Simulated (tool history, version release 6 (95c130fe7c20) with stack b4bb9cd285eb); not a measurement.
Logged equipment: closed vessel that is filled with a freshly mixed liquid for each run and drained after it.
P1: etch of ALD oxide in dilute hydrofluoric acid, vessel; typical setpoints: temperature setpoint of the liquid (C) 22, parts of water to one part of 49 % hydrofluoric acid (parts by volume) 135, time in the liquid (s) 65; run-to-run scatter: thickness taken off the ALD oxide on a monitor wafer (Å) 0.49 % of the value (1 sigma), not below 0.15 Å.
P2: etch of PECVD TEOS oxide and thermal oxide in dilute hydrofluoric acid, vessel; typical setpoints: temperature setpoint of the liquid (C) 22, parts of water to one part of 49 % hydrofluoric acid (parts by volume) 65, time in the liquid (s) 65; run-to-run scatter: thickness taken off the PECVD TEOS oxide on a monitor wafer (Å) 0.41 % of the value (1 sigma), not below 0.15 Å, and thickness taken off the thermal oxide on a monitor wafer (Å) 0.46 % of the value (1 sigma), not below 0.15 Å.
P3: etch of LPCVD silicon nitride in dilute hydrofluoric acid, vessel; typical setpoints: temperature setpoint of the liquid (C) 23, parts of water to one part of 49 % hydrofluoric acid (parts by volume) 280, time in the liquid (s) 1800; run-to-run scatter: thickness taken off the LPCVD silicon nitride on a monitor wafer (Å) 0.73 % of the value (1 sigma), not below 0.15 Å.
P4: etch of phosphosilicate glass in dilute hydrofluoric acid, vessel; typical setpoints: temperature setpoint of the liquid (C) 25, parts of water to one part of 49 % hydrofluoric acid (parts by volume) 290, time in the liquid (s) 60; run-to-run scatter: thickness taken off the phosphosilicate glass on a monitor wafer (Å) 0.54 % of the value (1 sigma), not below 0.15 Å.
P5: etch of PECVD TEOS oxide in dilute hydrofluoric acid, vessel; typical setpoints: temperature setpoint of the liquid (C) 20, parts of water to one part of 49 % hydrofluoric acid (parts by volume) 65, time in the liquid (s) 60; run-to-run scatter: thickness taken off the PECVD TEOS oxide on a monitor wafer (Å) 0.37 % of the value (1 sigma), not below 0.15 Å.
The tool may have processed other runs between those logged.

| run | hour | process that ran | temperature setpoint of the liquid (C) | parts of water to one part of 49 % hydrofluoric acid (parts by volume) | time in the liquid (s) | hours since the thermometer was replaced | hours since the hydrofluoric acid flow meter was replaced | thickness taken off the ALD oxide on a monitor wafer (Å) | thickness taken off the PECVD TEOS oxide on a monitor wafer (Å) | thickness taken off the thermal oxide on a monitor wafer (Å) | thickness taken off the phosphosilicate glass on a monitor wafer (Å) | thickness taken off the LPCVD silicon nitride on a monitor wafer (Å) |
|---|---|---|---|---|---|---|---|---|---|---|---|---|
| 1 | 4 | P1 | 22 | 135 | 65 | 350 | 946.1 | 105.79 |  |  |  |  |
| 2 | 9.2 | P5 | 20 | 115 | 60 | 355.2 | 951.3 |  | 82.116 |  |  |  |
| 3 | 13.6 | P1 | 22 | 250 | 65 | 359.6 | 955.7 | 50.937 |  |  |  |  |
| 4 | 19.3 | P2 | 22 | 65 | 65 | 365.3 | 961.4 |  | 152.67 | 44.037 |  |  |
| 5 | 23.7 | P5 | 20 | 65 | 100 | 369.7 | 965.8 |  | 256.72 |  |  |  |
| 6 | 30.5 | P2 | 22 | 65 | 65 | 376.5 | 972.6 |  | 152.17 | 44.082 |  |  |
| 7 | 37.3 | P4 | 29.5 | 290 | 60 | 383.3 | 979.4 |  |  |  | 195.75 |  |
| 8 | 43.7 | P1 | 17 | 135 | 30 | 389.7 | 985.8 | 40.197 |  |  |  |  |
| 9 | 50.7 | P2 | 22 | 95 | 65 | 396.7 | 992.8 |  | 101.24 | 28.815 |  |  |
| 10 | 57.3 | P5 | 20 | 65 | 60 | 403.3 | 999.4 |  | 154.03 |  |  |  |
| 11 | 64.7 | P5 | 17 | 65 | 60 | 410.7 | 1006.8 |  | 135.23 |  |  |  |
| 12 | 68.4 | P1 | 22 | 40 | 65 | 414.4 | 1010.5 | 405.04 |  |  |  |  |
| 13 | 74 | P4 | 25 | 290 | 110 | 420 | 1016.1 |  |  |  | 308.39 |  |
| 14 | 79.3 | P4 | 25 | 165 | 60 | 425.3 | 1021.4 |  |  |  | 338.01 |  |
| 15 | 86.1 | P1 | 17 | 35 | 65 | 432.1 | 1028.2 | 373.95 |  |  |  |  |
| 16 | 91 | P3 | 23 | 280 | 2810 | 437 | 1033.1 |  |  |  |  | 45.706 |
| 17 | 96.2 | P1 | 28 | 135 | 65 | 442.2 | 1038.3 | 133.85 |  |  |  |  |
| 18 | 103.8 | P1 | 22 | 135 | 65 | 449.8 | 1045.9 | 106.17 |  |  |  |  |
| 19 | 108.1 | P1 | 22 | 135 | 65 | 454.1 | 1050.2 | 106.98 |  |  |  |  |
| 20 | 114.7 | P1 | 22 | 135 | 30 | 460.7 | 1056.8 | 49.372 |  |  |  |  |
| 21 | 119.4 | P4 | 25 | 290 | 60 | 465.4 | 1061.5 |  |  |  | 168.51 |  |
| 22 | 127 | P2 | 22 | 65 | 30 | 473 | 1069.1 |  | 69.97 | 20.422 |  |  |
| 23 | 133.8 | P1 | 22 | 135 | 65 | 479.8 | 1075.9 | 105.97 |  |  |  |  |
| 24 | 141.1 | P1 | 22 | 235 | 30 | 487.1 | 1083.2 | 25.364 |  |  |  |  |
| 25 | 148.5 | P1 | 22 | 135 | 125 | 494.5 | 1090.6 | 205.57 |  |  |  |  |
| 26 | 153.2 | P1 | 17 | 135 | 65 | 499.2 | 1095.3 | 87.46 |  |  |  |  |
| 27 | 159 | P2 | 17 | 65 | 65 | 505 | 1101.1 |  | 123.66 | 36.038 |  |  |
| 28 | 162.7 | P3 | 23 | 280 | 1800 | 508.7 | 1104.8 |  |  |  |  | 29.136 |
| 29 | 167.9 | P3 | 30 | 280 | 1800 | 513.9 | 1110 |  |  |  |  | 44.619 |
| 30 | 172.8 | P3 | 23 | 95 | 1800 | 518.8 | 1114.9 |  |  |  |  | 84.908 |
| 31 | 179.3 | P1 | 22 | 135 | 65 | 525.3 | 1121.4 | 106.67 |  |  |  |  |
| 32 | 186.2 | P1 | 22 | 135 | 65 | 532.2 | 1128.3 | 105.95 |  |  |  |  |
| 33 | 191.1 | P1 | 22 | 135 | 65 | 537.1 | 1133.2 | 110.15 |  |  |  |  |
| 34 | 198.4 | P1 | 22 | 135 | 65 | 544.4 | 1140.5 | 112.77 |  |  |  |  |
| 35 | 203.9 | P1 | 22 | 135 | 65 | 549.9 | 1146 | 111.88 |  |  |  |  |
| 36 | 209.8 | P1 | 22 | 135 | 65 | 555.8 | 1151.9 | 114.93 |  |  |  |  |
| 37 | 213.5 | P1 | 22 | 135 | 65 | 559.5 | 1155.6 | 113.89 |  |  |  |  |
| 38 | 217.1 | P1 | 22 | 135 | 65 | 563.1 | 1159.2 | 114.37 |  |  |  |  |

The log shows P1 creeping away from where it was. Any of the 2 causes listed here, at the size stated for it, fits the log just as well as the others:
A: liquid hotter than its thermometer reads (K) = 1.79
B: hydrofluoric acid flow above the setpoint (%) = 6.26
The creep began at about hour 186.2.

The list below offers 4 check runs, each averaging the results of 2 wafers, and shows each result as a question mark. For which of them would the listed causes give clearly different results?
| check 1 | 220.7 | P4 | 25 | 200 | 100 |  |  |  |  |  | ? |  |
| check 2 | 220.7 | P3 | 23 | 280 | 2585 |  |  |  |  |  |  | ? |
| check 3 | 220.7 | P2 | 22 | 95 | 65 |  |  |  | ? | ? |  |  |
| check 4 | 220.7 | P5 | 20 | 110 | 60 |  |  |  | ? |  |  |  |

Check results expected under each cause:
| check | result | if A | if B |
|---|---|---|---|
| check 1 | thickness taken off the phosphosilicate glass on a monitor wafer (Å) | 474.41 | 478.68 |
| check 2 | thickness taken off the LPCVD silicon nitride on a monitor wafer (Å) | 47.218 | 44.903 |
| check 3 | thickness taken off the PECVD TEOS oxide on a monitor wafer (Å) | 108.04 | 107.56 |
| check 3 | thickness taken off the thermal oxide on a monitor wafer (Å) | 31.344 | 31.204 |
| check 4 | thickness taken off the PECVD TEOS oxide on a monitor wafer (Å) | 92.848 | 92.424 |
How far apart the two closest causes lie, in the result that separates them most: check 1 0.9 %; check 2 5.03 %; check 3 0.45 %; check 4 0.46 %
Check 2 distinguishes between the causes, while the remaining checks would return nearly the same result for all of them.

With check 2 done, the readings were: thickness taken off the LPCVD silicon nitride on a monitor wafer (Å) 47.851. Identify which of the listed causes applies.

It was cause A: liquid hotter than its thermometer reads (K).
